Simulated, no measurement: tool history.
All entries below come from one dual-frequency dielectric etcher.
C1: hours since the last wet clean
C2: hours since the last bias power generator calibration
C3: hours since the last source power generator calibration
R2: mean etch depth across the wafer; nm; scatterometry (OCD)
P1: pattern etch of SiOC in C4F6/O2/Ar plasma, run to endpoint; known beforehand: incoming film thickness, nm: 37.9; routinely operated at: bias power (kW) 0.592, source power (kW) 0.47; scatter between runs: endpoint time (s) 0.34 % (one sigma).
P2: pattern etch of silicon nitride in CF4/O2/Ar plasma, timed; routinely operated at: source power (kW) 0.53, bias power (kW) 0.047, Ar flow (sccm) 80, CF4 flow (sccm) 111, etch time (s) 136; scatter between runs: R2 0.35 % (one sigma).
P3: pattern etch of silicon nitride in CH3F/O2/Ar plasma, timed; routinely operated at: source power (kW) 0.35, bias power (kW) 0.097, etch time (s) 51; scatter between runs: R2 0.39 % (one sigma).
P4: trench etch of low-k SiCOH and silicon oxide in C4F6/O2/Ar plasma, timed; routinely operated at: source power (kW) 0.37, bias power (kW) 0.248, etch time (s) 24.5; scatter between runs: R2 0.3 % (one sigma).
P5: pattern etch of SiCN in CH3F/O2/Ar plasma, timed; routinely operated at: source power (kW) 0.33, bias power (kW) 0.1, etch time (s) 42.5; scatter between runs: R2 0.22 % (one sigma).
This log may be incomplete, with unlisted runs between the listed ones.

{"run": 1, "hour": 6.1, "process that ran": "P1", "bias power (kW)": 0.592, "source power (kW)": 0.47, "C1": 391.3, "C2": 496.5, "C3": 1061.9, "endpoint time (s)": 11.417}
{"run": 2, "hour": 12.4, "process that ran": "P4", "bias power (kW)": 0.248, "source power (kW)": 0.25, "etch time (s)": 24.5, "C1": 397.6, "C2": 502.8, "C3": 1068.2, "R2": 70.844}
{"run": 3, "hour": 21.7, "process that ran": "P5", "bias power (kW)": 0.1, "source power (kW)": 0.2, "etch time (s)": 42.5, "C1": 406.9, "C2": 512.1, "C3": 1077.5, "R2": 13.959}
{"run": 4, "hour": 31.7, "process that ran": "P2", "bias power (kW)": 0.047, "source power (kW)": 0.53, "etch time (s)": 200.5, "Ar flow (sccm)": 80, "CF4 flow (sccm)": 111, "C1": 416.9, "C2": 522.1, "C3": 1087.5, "R2": 410.63}
{"run": 5, "hour": 41.9, "process that ran": "P3", "bias power (kW)": 0.097, "source power (kW)": 0.35, "etch time (s)": 51, "C1": 427.1, "C2": 532.3, "C3": 1097.7, "R2": 37.866}
{"hour": 51.6, "done": "bias power generator calibrated"}
{"run": 6, "hour": 52.9, "process that ran": "P5", "bias power (kW)": 0.1, "source power (kW)": 0.33, "etch time (s)": 42.5, "C1": 438.1, "C2": 1.3, "C3": 1108.7, "R2": 16.742}
{"run": 7, "hour": 60.7, "process that ran": "P1", "bias power (kW)": 0.592, "source power (kW)": 0.38, "C1": 445.9, "C2": 9.1, "C3": 1116.5, "endpoint time (s)": 12.209}
{"run": 8, "hour": 71.2, "process that ran": "P4", "bias power (kW)": 0.248, "source power (kW)": 0.37, "etch time (s)": 30.5, "C1": 456.4, "C2": 19.6, "C3": 1127, "R2": 102.71}
{"run": 9, "hour": 83.7, "process that ran": "P4", "bias power (kW)": 0.248, "source power (kW)": 0.37, "etch time (s)": 24.5, "C1": 468.9, "C2": 32.1, "C3": 1139.5, "R2": 82.55}
{"run": 10, "hour": 95.0, "process that ran": "P4", "bias power (kW)": 0.169, "source power (kW)": 0.37, "etch time (s)": 24.5, "C1": 480.2, "C2": 43.4, "C3": 1150.8, "R2": 72.583}
{"run": 11, "hour": 103.1, "process that ran": "P2", "bias power (kW)": 0.047, "source power (kW)": 0.53, "etch time (s)": 136, "Ar flow (sccm)": 80, "CF4 flow (sccm)": 72, "C1": 488.3, "C2": 51.5, "C3": 1158.9, "R2": 264.99}
{"run": 12, "hour": 114.1, "process that ran": "P1", "bias power (kW)": 0.592, "source power (kW)": 0.47, "C1": 499.3, "C2": 62.5, "C3": 1169.9, "endpoint time (s)": 11.386}
{"run": 13, "hour": 123.6, "process that ran": "P1", "bias power (kW)": 0.592, "source power (kW)": 0.47, "C1": 508.8, "C2": 72, "C3": 1179.4, "endpoint time (s)": 11.376}
{"run": 14, "hour": 130.8, "process that ran": "P5", "bias power (kW)": 0.1, "source power (kW)": 0.33, "etch time (s)": 61, "C1": 516, "C2": 79.2, "C3": 1186.6, "R2": 23.98}
{"run": 15, "hour": 136.7, "process that ran": "P3", "bias power (kW)": 0.097, "source power (kW)": 0.25, "etch time (s)": 51, "C1": 521.9, "C2": 85.1, "C3": 1192.5, "R2": 33.615}
{"run": 16, "hour": 146.3, "process that ran": "P2", "bias power (kW)": 0.047, "source power (kW)": 0.53, "etch time (s)": 136, "Ar flow (sccm)": 52, "CF4 flow (sccm)": 111, "C1": 531.5, "C2": 94.7, "C3": 1202.1, "R2": 292.67}
{"run": 17, "hour": 158.8, "process that ran": "P3", "bias power (kW)": 0.072, "source power (kW)": 0.35, "etch time (s)": 51, "C1": 544, "C2": 107.2, "C3": 1214.6, "R2": 34.113}
{"run": 18, "hour": 166.9, "process that ran": "P5", "bias power (kW)": 0.139, "source power (kW)": 0.33, "etch time (s)": 42.5, "C1": 552.1, "C2": 115.3, "C3": 1222.7, "R2": 19.082}
{"run": 19, "hour": 178.6, "process that ran": "P2", "bias power (kW)": 0.047, "source power (kW)": 0.53, "etch time (s)": 136, "Ar flow (sccm)": 80, "CF4 flow (sccm)": 111, "C1": 563.8, "C2": 127, "C3": 1234.4, "R2": 280.24}
{"run": 20, "hour": 189.5, "process that ran": "P2", "bias power (kW)": 0.047, "source power (kW)": 0.36, "etch time (s)": 136, "Ar flow (sccm)": 80, "CF4 flow (sccm)": 111, "C1": 574.7, "C2": 137.9, "C3": 1245.3, "R2": 198.61}
{"run": 21, "hour": 201.2, "process that ran": "P2", "bias power (kW)": 0.027, "source power (kW)": 0.53, "etch time (s)": 136, "Ar flow (sccm)": 80, "CF4 flow (sccm)": 111, "C1": 586.4, "C2": 149.6, "C3": 1257, "R2": 233.06}
{"run": 22, "hour": 212.0, "process that ran": "P5", "bias power (kW)": 0.1, "source power (kW)": 0.33, "etch time (s)": 42.5, "C1": 597.2, "C2": 160.4, "C3": 1267.8, "R2": 16.785}
{"run": 23, "hour": 219.2, "process that ran": "P4", "bias power (kW)": 0.248, "source power (kW)": 0.37, "etch time (s)": 24.5, "C1": 604.4, "C2": 167.6, "C3": 1275, "R2": 83.02}
{"hour": 219.6, "done": "source power generator calibrated"}
{"run": 24, "hour": 229.4, "process that ran": "P1", "bias power (kW)": 0.592, "source power (kW)": 0.59, "C1": 614.6, "C2": 177.8, "C3": 9.9, "endpoint time (s)": 10.375}
{"run": 25, "hour": 237.2, "process that ran": "P1", "bias power (kW)": 0.457, "source power (kW)": 0.47, "C1": 622.4, "C2": 185.6, "C3": 17.7, "endpoint time (s)": 12.418}
{"run": 26, "hour": 244.0, "process that ran": "P1", "bias power (kW)": 0.592, "source power (kW)": 0.47, "C1": 629.2, "C2": 192.4, "C3": 24.5, "endpoint time (s)": 11.269}
{"run": 27, "hour": 255.2, "process that ran": "P3", "bias power (kW)": 0.097, "source power (kW)": 0.35, "etch time (s)": 30.5, "C1": 640.4, "C2": 203.6, "C3": 35.7, "R2": 22.653}
{"run": 28, "hour": 265.1, "process that ran": "P1", "bias power (kW)": 0.592, "source power (kW)": 0.47, "C1": 650.3, "C2": 213.5, "C3": 45.6, "endpoint time (s)": 11.226}
{"run": 29, "hour": 272.8, "process that ran": "P1", "bias power (kW)": 0.736, "source power (kW)": 0.47, "C1": 658, "C2": 221.2, "C3": 53.3, "endpoint time (s)": 10.489}
{"run": 30, "hour": 282.1, "process that ran": "P1", "bias power (kW)": 0.713, "source power (kW)": 0.58, "C1": 667.3, "C2": 230.5, "C3": 62.6, "endpoint time (s)": 9.7518}
{"run": 31, "hour": 292.1, "process that ran": "P1", "bias power (kW)": 0.592, "source power (kW)": 0.47, "C1": 677.3, "C2": 240.5, "C3": 72.6, "endpoint time (s)": 11.358}
{"run": 32, "hour": 302.1, "process that ran": "P1", "bias power (kW)": 0.592, "source power (kW)": 0.47, "C1": 687.3, "C2": 250.5, "C3": 82.6, "endpoint time (s)": 11.418}
{"run": 33, "hour": 308.8, "process that ran": "P1", "bias power (kW)": 0.592, "source power (kW)": 0.47, "C1": 694, "C2": 257.2, "C3": 89.3, "endpoint time (s)": 11.487}
{"run": 34, "hour": 321.0, "process that ran": "P1", "bias power (kW)": 0.592, "source power (kW)": 0.47, "C1": 706.2, "C2": 269.4, "C3": 101.5, "endpoint time (s)": 11.506}
{"hour": 325.3, "done": "wet clean of the chamber"}
{"run": 35, "hour": 332.1, "process that ran": "P1", "bias power (kW)": 0.592, "source power (kW)": 0.47, "C1": 6.8, "C2": 280.5, "C3": 112.6, "endpoint time (s)": 11.513}
{"run": 36, "hour": 342.8, "process that ran": "P1", "bias power (kW)": 0.592, "source power (kW)": 0.47, "C1": 17.5, "C2": 291.2, "C3": 123.3, "endpoint time (s)": 11.481}
{"run": 37, "hour": 349.6, "process that ran": "P1", "bias power (kW)": 0.592, "source power (kW)": 0.47, "C1": 24.3, "C2": 298, "C3": 130.1, "endpoint time (s)": 11.444}

Expected results for the next run?
{"run": 38, "hour": 356.9, "process that ran": "P1", "bias power (kW)": 0.592, "source power (kW)": 0.47, "C1": 31.6, "C2": 305.3, "C3": 137.4, "endpoint time (s)": "?"}

{"run 38": {"endpoint time (s)": 11.529}}
